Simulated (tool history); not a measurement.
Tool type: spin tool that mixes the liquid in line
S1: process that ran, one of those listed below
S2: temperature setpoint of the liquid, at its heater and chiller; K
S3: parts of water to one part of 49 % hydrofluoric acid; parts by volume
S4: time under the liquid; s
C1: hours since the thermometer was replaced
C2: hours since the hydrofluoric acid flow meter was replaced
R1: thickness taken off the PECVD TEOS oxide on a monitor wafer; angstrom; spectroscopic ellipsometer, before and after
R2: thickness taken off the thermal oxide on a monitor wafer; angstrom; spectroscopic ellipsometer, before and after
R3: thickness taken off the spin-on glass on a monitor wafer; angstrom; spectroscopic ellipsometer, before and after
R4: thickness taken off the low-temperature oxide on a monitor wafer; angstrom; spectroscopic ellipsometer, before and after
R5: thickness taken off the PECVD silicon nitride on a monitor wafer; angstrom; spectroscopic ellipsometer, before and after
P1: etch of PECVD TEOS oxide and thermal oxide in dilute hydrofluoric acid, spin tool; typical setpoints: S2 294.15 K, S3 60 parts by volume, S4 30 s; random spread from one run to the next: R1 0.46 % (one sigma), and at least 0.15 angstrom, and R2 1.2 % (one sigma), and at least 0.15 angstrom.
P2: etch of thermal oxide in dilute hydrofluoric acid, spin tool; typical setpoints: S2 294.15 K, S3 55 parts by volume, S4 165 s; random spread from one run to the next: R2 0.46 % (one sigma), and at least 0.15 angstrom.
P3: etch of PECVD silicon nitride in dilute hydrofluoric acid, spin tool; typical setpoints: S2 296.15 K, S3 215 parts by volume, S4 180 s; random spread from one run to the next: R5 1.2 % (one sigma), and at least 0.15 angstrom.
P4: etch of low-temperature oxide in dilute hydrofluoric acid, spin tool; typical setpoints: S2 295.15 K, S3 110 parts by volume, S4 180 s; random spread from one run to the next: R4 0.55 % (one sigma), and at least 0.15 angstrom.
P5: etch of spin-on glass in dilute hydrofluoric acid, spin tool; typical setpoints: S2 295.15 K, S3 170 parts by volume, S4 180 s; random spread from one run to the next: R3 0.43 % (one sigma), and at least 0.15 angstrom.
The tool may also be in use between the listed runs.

run 1 hour=6.3 | S1=P1 S2=294.15 S3=60 S4=30 | C1=228.4 C2=1173.0 | R1=76.748 R2=20.852
run 2 hour=9.9 | S1=P1 S2=298.15 S3=60 S4=15 | C1=232.0 C2=1176.6 | R1=45.712 R2=12.045
run 3 hour=17.6 | S1=P5 S2=295.15 S3=45 S4=180 | C1=239.7 C2=1184.3 | R3=1171.10
run 4 hour=25.0 | S1=P1 S2=290.15 S3=85 S4=30 | C1=247.1 C2=1191.7 | R1=45.071 R2=12.105
run 5 hour=33.0 | S1=P4 S2=295.15 S3=110 S4=75 | C1=255.1 C2=1199.7 | R4=174.40
run 6 hour=38.9 | S1=P3 S2=296.15 S3=85 S4=180 | C1=261.0 C2=1205.6 | R5=57.220
run 7 hour=43.1 | S1=P4 S2=300.65 S3=110 S4=180 | C1=265.2 C2=1209.8 | R4=515.46
run 8 hour=49.4 | S1=P1 S2=290.15 S3=60 S4=30 | C1=271.5 C2=1216.1 | R1=65.097 R2=17.950
run 9 hour=55.5 | S1=P1 S2=294.15 S3=95 S4=30 | C1=277.6 C2=1222.2 | R1=46.912 R2=12.981
run 10 hour=63.1 | S1=P1 S2=294.15 S3=60 S4=30 | C1=285.2 C2=1229.8 | R1=77.898 R2=21.067
run 11 hour=66.5 | S1=P1 S2=298.15 S3=60 S4=30 | C1=288.6 C2=1233.2 | R1=91.338 R2=25.108
run 12 hour=73.9 | S1=P3 S2=296.15 S3=215 S4=85 | C1=296.0 C2=1240.6 | R5=11.003
run 13 hour=80.8 | S1=P3 S2=296.15 S3=215 S4=180 | C1=302.9 C2=1247.5 | R5=22.827
run 14 hour=87.7 | S1=P1 S2=294.15 S3=60 S4=30 | C1=309.8 C2=1254.4 | R1=77.497 R2=21.433
run 15 hour=91.4 | S1=P1 S2=294.15 S3=20 S4=30 | C1=313.5 C2=1258.1 | R1=243.030 R2=65.433
run 16 hour=96.4 | S1=P2 S2=294.15 S3=55 S4=15 | C1=318.5 C2=1263.1 | R2=12.075
run 17 hour=103.4 | S1=P2 S2=290.15 S3=55 S4=165 | C1=325.5 C2=1270.1 | R2=113.000
run 18 hour=108.8 | S1=P1 S2=294.15 S3=60 S4=30 | C1=330.9 C2=1275.5 | R1=77.114 R2=20.786
run 19 hour=116.3 | S1=P2 S2=294.15 S3=55 S4=165 | C1=338.4 C2=1283.0 | R2=132.980
run 20 hour=124.2 | S1=P5 S2=295.15 S3=170 S4=180 | C1=346.3 C2=1290.9 | R3=268.07
run 21 hour=130.4 | S1=P4 S2=295.15 S3=20 S4=180 | C1=352.5 C2=1297.1 | R4=2577.30
run 22 hour=134.0 | S1=P1 S2=294.15 S3=60 S4=55 | C1=356.1 C2=1300.7 | R1=141.520 R2=38.292
run 23 hour=137.7 | S1=P1 S2=294.15 S3=60 S4=30 | C1=359.8 C2=1304.4 | R1=76.894 R2=20.658
run 24 hour=145.4 | S1=P2 S2=294.15 S3=55 S4=165 | C1=367.5 C2=1312.1 | R2=134.490
run 25 hour=153.0 | S1=P1 S2=294.15 S3=60 S4=30 | C1=375.1 C2=1319.7 | R1=77.680 R2=21.321
run 26 hour=156.9 | S1=P2 S2=294.15 S3=20 S4=165 | C1=379.0 C2=1323.6 | R2=385.190
run 27 hour=163.8 | S1=P4 S2=295.15 S3=110 S4=180 | C1=385.9 C2=1330.5 | R4=417.32
run 28 hour=167.3 | S1=P5 S2=290.15 S3=170 S4=180 | C1=389.4 C2=1334.0 | R3=219.07
run 29 hour=172.2 | S1=P3 S2=303.65 S3=215 S4=180 | C1=394.3 C2=1338.9 | R5=36.291
run 30 hour=176.6 | S1=P5 S2=295.15 S3=170 S4=80 | C1=398.7 C2=1343.3 | R3=119.10
run 31 hour=181.3 | S1=P3 S2=296.15 S3=215 S4=180 | C1=403.4 C2=1348.0 | R5=23.394
run 32 hour=186.2 | S1=P1 S2=294.15 S3=60 S4=15 | C1=408.3 C2=1352.9 | R1=38.691 R2=10.175
run 33 hour=189.9 | S1=P1 S2=294.15 S3=60 S4=30 | C1=412.0 C2=1356.6 | R1=77.360 R2=20.984
run 34 hour=194.6 | S1=P1 S2=294.15 S3=60 S4=30 | C1=416.7 C2=1361.3 | R1=74.571 R2=19.856
run 35 hour=199.8 | S1=P1 S2=294.15 S3=60 S4=30 | C1=421.9 C2=1366.5 | R1=72.317 R2=19.558
run 36 hour=205.5 | S1=P1 S2=294.15 S3=60 S4=30 | C1=427.6 C2=1372.2 | R1=72.395 R2=19.232
run 37 hour=210.6 | S1=P1 S2=294.15 S3=60 S4=30 | C1=432.7 C2=1377.3 | R1=71.416 R2=19.868
run 38 hour=214.8 | S1=P1 S2=294.15 S3=60 S4=30 | C1=436.9 C2=1381.5 | R1=71.539 R2=19.690
run 39 hour=218.5 | S1=P1 S2=294.15 S3=60 S4=30 | C1=440.6 C2=1385.2 | R1=71.872 R2=18.914

P1 has crept away from where it was. The log is fitted equally well by each of these 2 causes, at the sizes shown:
A: liquid colder than its thermometer reads (K) = 1.83
B: hydrofluoric acid flow below the setpoint (%) = 6.88
The drift started at roughly hour 189.9.

Each of the check runs listed below is run on 5 wafers and reports their average, with the results left as question marks. Pick the one under which the possible causes would lead to clearly different results.
run check 1 hour=222.2 | S1=P4 S2=295.15 S3=25 S4=180 | R4=?
run check 2 hour=222.2 | S1=P5 S2=295.15 S3=60 S4=180 | R3=?
run check 3 hour=222.2 | S1=P3 S2=303.15 S3=120 S4=180 | R5=?
run check 4 hour=222.2 | S1=P2 S2=294.15 S3=20 S4=20 | R2=?

Expected result of each check under each candidate cause:
check=check_1 result=R4 if_A=1880.10 if_B=1889.20
check=check_2 result=R3 if_A=798.98 if_B=798.80
check=check_3 result=R5 if_A=57.774 if_B=60.282
check=check_4 result=R2 if_A=42.983 if_B=43.252
How far apart the two closest causes lie, in the result that separates them most: check 1 0.48 %; check 2 0.02 %; check 3 4.25 %; check 4 0.62 %
Check 3 is the one run that separates the causes; every other check would come out nearly the same whichever cause is at work.

Running check 3 produced the following: R5 57.695 angstrom. Which one of the listed causes fits?

The correct cause is A, namely: liquid colder than its thermometer reads (K).
